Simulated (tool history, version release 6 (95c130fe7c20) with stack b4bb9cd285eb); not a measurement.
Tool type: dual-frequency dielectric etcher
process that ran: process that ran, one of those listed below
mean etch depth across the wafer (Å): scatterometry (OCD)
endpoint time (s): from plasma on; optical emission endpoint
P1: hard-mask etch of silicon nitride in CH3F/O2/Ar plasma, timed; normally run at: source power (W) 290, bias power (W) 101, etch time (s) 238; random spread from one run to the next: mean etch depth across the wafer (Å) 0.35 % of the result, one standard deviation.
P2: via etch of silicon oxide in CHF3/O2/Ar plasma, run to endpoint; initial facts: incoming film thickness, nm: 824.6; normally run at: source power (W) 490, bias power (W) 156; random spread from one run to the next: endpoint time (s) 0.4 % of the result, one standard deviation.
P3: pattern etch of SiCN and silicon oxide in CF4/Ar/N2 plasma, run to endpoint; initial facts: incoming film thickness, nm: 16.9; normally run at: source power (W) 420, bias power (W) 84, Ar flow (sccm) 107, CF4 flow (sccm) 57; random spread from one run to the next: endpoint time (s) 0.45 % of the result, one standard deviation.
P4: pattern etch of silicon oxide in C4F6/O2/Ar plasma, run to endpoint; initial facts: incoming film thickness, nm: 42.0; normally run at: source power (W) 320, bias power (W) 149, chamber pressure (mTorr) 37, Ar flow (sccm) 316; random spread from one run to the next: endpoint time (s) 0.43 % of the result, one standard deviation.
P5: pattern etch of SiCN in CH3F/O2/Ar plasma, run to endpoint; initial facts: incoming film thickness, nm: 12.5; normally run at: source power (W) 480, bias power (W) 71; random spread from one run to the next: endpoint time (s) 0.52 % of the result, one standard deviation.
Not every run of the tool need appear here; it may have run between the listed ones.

run,day,process that ran,source power (W),bias power (W),etch time (s),chamber pressure (mTorr),Ar flow (sccm),CF4 flow (sccm),hours since the last wet clean,hours since the last source power generator calibration,hours since the last bias power generator calibration,mean etch depth across the wafer (Å),endpoint time (s)
1,0.192,P1,290,101,238,,,,98.8,1494.1,1072.6,1659.3,
2,0.508,P4,320,149,,51.5,316,,106.4,1501.7,1080.2,,16.492
3,0.738,P4,320,149,,37,316,,111.9,1507.2,1085.7,,15.703
4,1.017,P1,290,61,238,,,,118.6,1513.9,1092.4,1382.8,
5,1.338,P1,340,75,238,,,,126.3,1521.6,1100.1,1579.1,
6,1.521,P1,290,124,238,,,,130.7,1526,1104.5,1784.9,
7,1.854,P5,480,71,,,,,138.7,1534,1112.5,,30.348
8,2.092,P4,320,205,,37,316,,144.4,1539.7,1118.2,,14.27
9,2.317,P3,420,107,,,107,57,149.8,1545.1,1123.6,,19.306
# day 2.438: source power generator calibrated
10,2.604,P3,420,84,,,72,57,156.7,4.1,1130.5,,19.915
11,2.821,P1,290,101,238,,,,161.9,9.3,1135.7,1649.1,
12,3.058,P1,290,101,238,,,,167.6,15,1141.4,1653.3,
13,3.296,P1,290,101,238,,,,173.3,20.7,1147.1,1650.7,
14,3.6,P3,420,84,,,107,45,180.6,28,1154.4,,21.826
15,3.821,P2,490,156,,,,,185.9,33.3,1159.7,,488.96
16,4.129,P5,350,71,,,,,193.3,40.7,1167.1,,34.516
17,4.475,P4,320,149,,37,185,,201.6,49,1175.4,,14.858
18,4.788,P3,420,84,,,107,57,209.1,56.5,1182.9,,21.162
19,5.067,P1,340,101,238,,,,215.8,63.2,1189.6,1763.3,

Forecast run 20:
20,5.288,P2,670,156,,,,,221.1,68.5,1194.9,,?

Run 20 yielded endpoint time (s) 437.04.
